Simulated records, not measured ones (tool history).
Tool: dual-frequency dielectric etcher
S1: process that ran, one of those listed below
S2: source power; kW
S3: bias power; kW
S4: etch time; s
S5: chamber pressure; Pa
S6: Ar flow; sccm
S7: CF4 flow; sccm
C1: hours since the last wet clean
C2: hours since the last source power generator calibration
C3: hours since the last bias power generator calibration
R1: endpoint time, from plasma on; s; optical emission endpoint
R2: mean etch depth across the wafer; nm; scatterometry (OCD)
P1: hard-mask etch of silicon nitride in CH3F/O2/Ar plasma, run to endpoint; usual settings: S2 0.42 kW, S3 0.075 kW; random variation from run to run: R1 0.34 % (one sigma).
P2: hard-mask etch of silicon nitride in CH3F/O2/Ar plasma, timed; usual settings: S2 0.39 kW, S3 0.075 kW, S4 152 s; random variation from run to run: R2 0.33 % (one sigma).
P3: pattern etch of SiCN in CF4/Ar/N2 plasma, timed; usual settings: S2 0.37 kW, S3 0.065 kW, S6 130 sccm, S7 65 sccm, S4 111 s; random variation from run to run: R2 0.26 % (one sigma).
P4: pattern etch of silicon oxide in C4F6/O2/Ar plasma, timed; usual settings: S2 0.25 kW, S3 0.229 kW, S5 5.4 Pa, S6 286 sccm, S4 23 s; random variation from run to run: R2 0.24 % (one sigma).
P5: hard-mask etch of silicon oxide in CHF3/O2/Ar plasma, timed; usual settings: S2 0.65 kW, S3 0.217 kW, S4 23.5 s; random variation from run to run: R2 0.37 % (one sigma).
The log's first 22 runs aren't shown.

| run | day | S1 | S2 | S3 | S4 | S5 | S6 | S7 | C1 | C2 | C3 | R1 | R2 |
|---|---|---|---|---|---|---|---|---|---|---|---|---|---|
| 23 | 7.088 | P1 | 0.42 | 0.075 |  |  |  |  | 388.2 | 9.5 | 1424.1 | 77.104 |  |
| 24 | 7.325 | P1 | 0.32 | 0.092 |  |  |  |  | 393.9 | 15.2 | 1429.8 | 79.752 |  |
| 25 | 7.721 | P3 | 0.37 | 0.065 | 111 |  | 130 | 92 | 403.4 | 24.7 | 1439.3 |  | 79.166 |
| 26 | 7.938 | P4 | 0.25 | 0.229 | 23 | 5.4 | 340 |  | 408.6 | 29.9 | 1444.5 |  | 60.874 |
| 27 | 8.25 | P2 | 0.39 | 0.075 | 118.5 |  |  |  | 416.1 | 37.4 | 1452 |  | 84.181 |
| 28 | 8.625 | P1 | 0.42 | 0.098 |  |  |  |  | 425.1 | 46.4 | 1461 | 69.866 |  |
| 29 | 8.933 | P2 | 0.54 | 0.075 | 152 |  |  |  | 432.5 | 53.8 | 1468.4 |  | 121.29 |
| 30 | 9.321 | P3 | 0.37 | 0.065 | 111 |  | 177 | 65 | 441.8 | 63.1 | 1477.7 |  | 71.21 |
| 31 | 9.529 | P1 | 0.42 | 0.075 |  |  |  |  | 446.8 | 68.1 | 1482.7 | 76.926 |  |
| 32 | 9.938 | P1 | 0.3 | 0.075 |  |  |  |  | 456.6 | 77.9 | 1492.5 | 87.662 |  |

Forecast run 33:
| 33 | 10.354 | P5 | 0.65 | 0.217 | 16 |  |  |  | 466.6 | 87.9 | 1502.5 |  | ? |

Run 33 gave R2 34.964 nm.
